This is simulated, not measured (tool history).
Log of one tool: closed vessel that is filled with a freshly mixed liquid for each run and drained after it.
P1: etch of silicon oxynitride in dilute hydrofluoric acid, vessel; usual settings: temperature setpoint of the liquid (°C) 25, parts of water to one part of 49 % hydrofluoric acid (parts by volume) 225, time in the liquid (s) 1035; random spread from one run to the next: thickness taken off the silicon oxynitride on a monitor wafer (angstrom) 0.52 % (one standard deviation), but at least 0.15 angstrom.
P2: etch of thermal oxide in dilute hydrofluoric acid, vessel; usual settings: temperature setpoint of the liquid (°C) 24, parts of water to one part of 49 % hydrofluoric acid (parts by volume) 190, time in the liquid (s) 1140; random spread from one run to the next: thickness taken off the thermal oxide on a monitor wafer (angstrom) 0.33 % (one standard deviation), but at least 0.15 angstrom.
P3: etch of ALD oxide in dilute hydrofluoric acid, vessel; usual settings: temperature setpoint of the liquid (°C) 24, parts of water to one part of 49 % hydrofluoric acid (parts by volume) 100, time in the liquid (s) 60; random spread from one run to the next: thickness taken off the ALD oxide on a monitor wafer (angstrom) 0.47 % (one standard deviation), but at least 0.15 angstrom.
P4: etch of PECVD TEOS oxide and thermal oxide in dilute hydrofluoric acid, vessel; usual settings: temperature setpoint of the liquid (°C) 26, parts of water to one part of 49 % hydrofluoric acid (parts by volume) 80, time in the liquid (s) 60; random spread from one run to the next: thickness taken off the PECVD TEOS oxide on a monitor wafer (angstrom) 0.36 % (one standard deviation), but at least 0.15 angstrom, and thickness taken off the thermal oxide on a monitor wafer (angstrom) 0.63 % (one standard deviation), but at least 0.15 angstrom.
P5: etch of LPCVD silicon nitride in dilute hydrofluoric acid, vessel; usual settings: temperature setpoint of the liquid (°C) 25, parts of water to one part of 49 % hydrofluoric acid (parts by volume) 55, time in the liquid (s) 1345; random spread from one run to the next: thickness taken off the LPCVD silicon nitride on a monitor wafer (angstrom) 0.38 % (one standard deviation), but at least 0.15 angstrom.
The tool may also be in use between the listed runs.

run  hour  process that ran  temperature setpoint of the liquid (°C)  parts of water to one part of 49 % hydrofluoric acid (parts by volume)  time in the liquid (s)  thickness taken off the silicon oxynitride on a monitor wafer (angstrom)  thickness taken off the LPCVD silicon nitride on a monitor wafer (angstrom)  thickness taken off the thermal oxide on a monitor wafer (angstrom)  thickness taken off the PECVD TEOS oxide on a monitor wafer (angstrom)  thickness taken off the ALD oxide on a monitor wafer (angstrom)
  1   2.7                P1                                       25                                                                     225                    1035                                                                    107.93
  2   6.9                P1                                       25                                                                     225                    1035                                                                    106.72
  3  11.1                P1                                       25                                                                     310                    1035                                                                    73.667
  4  13.4                P1                                       25                                                                      50                    1500                                                                    813.14
  5  17.7                P1                                       25                                                                     225                    1035                                                                    107.56
  6  20.1                P1                                     29.5                                                                     225                    1035                                                                    130.66
  7  22.9                P5                                       25                                                                      55                    2695                                                                                                                                                 268.53
  8  24.9                P1                                       25                                                                     225                    1035                                                                    108.61
  9  28.7                P2                                       24                                                                     190                    1140                                                                                                                                                                                                                       244.4
 10  31.7                P4                                       26                                                                      80                      60                                                                                                                                                                                                                      39.373                                                                  179.23
 11  35.7                P1                                       25                                                                     225                    1035                                                                    106.94
 12  38.4                P3                                       24                                                                     100                      60                                                                                                                                                                                                                                                                                                                                                               193.65
 13  40.9                P2                                       24                                                                     190                    1140                                                                                                                                                                                                                      243.77
 14  43.1                P4                                       26                                                                     140                      60                                                                                                                                                                                                                      20.709                                                                  94.896
 15  47.5                P5                                       25                                                                      55                    1345                                                                                                                                                  133.8
 16  50.5                P2                                       24                                                                      65                    1140                                                                                                                                                                                                                      824.86
 17  54.6                P5                                       25                                                                      90                    1345                                                                                                                                                 82.032
 18  57.8                P1                                       25                                                                     225                    1730                                                                     179.5
 19    62                P3                                       24                                                                     160                      60                                                                                                                                                                                                                                                                                                                                                               113.86
 20  64.3                P2                                       24                                                                     190                    1955                                                                                                                                                                                                                      420.89
 21    67                P3                                       24                                                                     100                     115                                                                                                                                                                                                                                                                                                                                                               370.42
 22  69.5                P2                                     18.5                                                                     190                    1140                                                                                                                                                                                                                       198.7
 23  71.6                P1                                       25                                                                      65                    1035                                                                    426.46
 24  74.6                P1                                       25                                                                     225                     230                                                                    24.139
 25  76.6                P4                                       26                                                                      80                      60                                                                                                                                                                                                                      39.172                                                                  180.26

Run 26, settings as shown, results not yet in. Your forecast:
 26  79.1                P1                                       17                                                                     225                    1035                                                                         ?

Logged for run 26: thickness taken off the silicon oxynitride on a monitor wafer (angstrom) 74.807.

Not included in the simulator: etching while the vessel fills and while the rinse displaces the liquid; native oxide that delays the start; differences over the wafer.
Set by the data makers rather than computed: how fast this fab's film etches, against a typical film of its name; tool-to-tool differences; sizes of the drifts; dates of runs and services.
